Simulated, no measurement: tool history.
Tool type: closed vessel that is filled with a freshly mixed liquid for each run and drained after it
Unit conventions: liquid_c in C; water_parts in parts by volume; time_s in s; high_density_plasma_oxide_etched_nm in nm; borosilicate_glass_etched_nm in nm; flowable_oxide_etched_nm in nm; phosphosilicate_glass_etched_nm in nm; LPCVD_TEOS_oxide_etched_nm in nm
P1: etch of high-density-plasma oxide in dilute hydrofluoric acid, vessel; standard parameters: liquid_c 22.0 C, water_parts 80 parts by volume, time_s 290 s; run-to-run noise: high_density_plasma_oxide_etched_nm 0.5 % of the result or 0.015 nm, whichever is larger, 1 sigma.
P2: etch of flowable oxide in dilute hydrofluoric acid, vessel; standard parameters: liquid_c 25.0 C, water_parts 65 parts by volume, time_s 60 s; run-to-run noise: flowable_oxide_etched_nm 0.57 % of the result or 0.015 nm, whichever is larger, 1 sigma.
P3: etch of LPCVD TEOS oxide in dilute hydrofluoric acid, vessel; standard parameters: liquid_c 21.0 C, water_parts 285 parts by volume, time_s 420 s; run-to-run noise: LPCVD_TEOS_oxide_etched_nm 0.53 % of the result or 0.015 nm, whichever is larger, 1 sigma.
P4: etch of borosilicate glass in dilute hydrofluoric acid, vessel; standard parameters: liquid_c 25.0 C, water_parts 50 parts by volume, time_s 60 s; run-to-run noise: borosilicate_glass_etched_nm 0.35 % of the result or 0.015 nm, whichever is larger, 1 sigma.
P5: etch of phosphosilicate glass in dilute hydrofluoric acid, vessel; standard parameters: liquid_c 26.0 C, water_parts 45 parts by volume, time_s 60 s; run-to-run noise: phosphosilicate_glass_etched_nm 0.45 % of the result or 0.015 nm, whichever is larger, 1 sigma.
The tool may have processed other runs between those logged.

run	hour	process	liquid_c	water_parts	time_s	high_density_plasma_oxide_etched_nm	borosilicate_glass_etched_nm	flowable_oxide_etched_nm	phosphosilicate_glass_etched_nm	LPCVD_TEOS_oxide_etched_nm
1	11.0	P1	22.0	80	290	21.1820				
2	22.8	P1	22.0	80	290	21.3880				
3	40.5	P1	22.0	80	495	36.3140				
4	54.4	P4	25.0	50	30		33.862			
5	66.7	P2	25.0	65	60			35.032		
6	77.5	P5	26.0	20	60				220.010	
7	88.0	P3	17.0	285	420					22.852
8	103.3	P5	26.0	45	30				47.188	
9	116.7	P5	26.0	45	60				94.291	
10	133.7	P1	22.0	80	30	2.1975				
11	147.9	P1	30.0	80	30	3.0419				
12	156.3	P2	25.0	65	60			35.336		
13	165.8	P5	26.0	45	60				95.245	
14	174.4	P5	33.0	45	60				124.910	
15	184.1	P2	32.0	65	60			46.627		
16	197.6	P1	22.0	80	290	21.2630				
17	212.6	P4	25.0	25	60		139.830			
18	220.5	P1	22.0	80	290	21.2550				
19	234.3	P1	22.0	80	290	21.3890				
20	249.2	P4	25.0	50	60		67.919			
21	263.8	P1	22.0	80	290	21.2530				
22	277.6	P4	29.5	50	60		81.224			
23	291.4	P1	17.0	80	520	30.6380				
24	309.2	P1	29.5	80	290	28.7760				
25	318.9	P1	22.0	20	290	91.9330				
26	327.2	P2	25.0	110	60			19.867		
27	343.2	P2	25.0	65	30			17.574		
28	357.7	P3	21.0	285	420					26.602
29	375.5	P1	17.0	80	290	17.2020				
30	387.2	P1	17.0	80	60	3.5968				
31	404.9	P1	22.0	140	290	11.3510				
32	420.3	P3	21.0	510	420					12.316
33	433.1	P3	21.0	285	785					49.550
34	445.2	P1	22.0	80	290	21.3130				
35	457.5	P1	22.0	80	290	21.8490				
36	473.2	P1	22.0	80	290	22.3300				
37	484.9	P1	22.0	80	290	22.8360				
38	496.5	P1	22.0	80	290	22.8220				
39	504.6	P1	22.0	80	290	22.8390				
40	513.4	P1	22.0	80	290	22.9710				
41	525.4	P1	22.0	80	290	23.0540				
42	543.3	P1	22.0	80	290	23.1830				
43	557.0	P1	22.0	80	290	23.1770				
44	570.4	P1	22.0	80	290	23.4240				

P1 has crept away from where it was. The log is fitted equally well by each of these 2 causes, at the sizes shown:
A: hydrofluoric acid flow above the setpoint (%) = 8.41
B: liquid hotter than its thermometer reads (K) = 2.18
The onset of the drift is placed at about hour 445.2.

Question marks stand in for the results of the 4 check runs listed below, each run on one wafer. Under which run would the listed causes show clearly different results?
check 1	583.8	P2	25.0	110	60			?		
check 2	583.8	P5	26.0	20	30				?	
check 3	583.8	P4	25.0	35	30		?			
check 4	583.8	P3	21.0	490	780					?

Outcome of each check run for each possible cause:
check	result	if A	if B
check 1	flowable_oxide_etched_nm	21.547	21.391
check 2	phosphosilicate_glass_etched_nm	119.910	120.770
check 3	borosilicate_glass_etched_nm	53.557	53.812
check 4	LPCVD_TEOS_oxide_etched_nm	26.928	25.849
Distance between the nearest two causes, measured in the result of the check that separates them most: check 1 0.73 %; check 2 0.71 %; check 3 0.48 %; check 4 4.09 %
Of the check runs offered, only check 4 discriminates between the causes; the rest would read about the same regardless of which cause applies.

With check 4 done, the readings were: LPCVD_TEOS_oxide_etched_nm 25.905 nm. Identify which of the listed causes applies.

Of the candidate causes, it is B: liquid hotter than its thermometer reads (K).
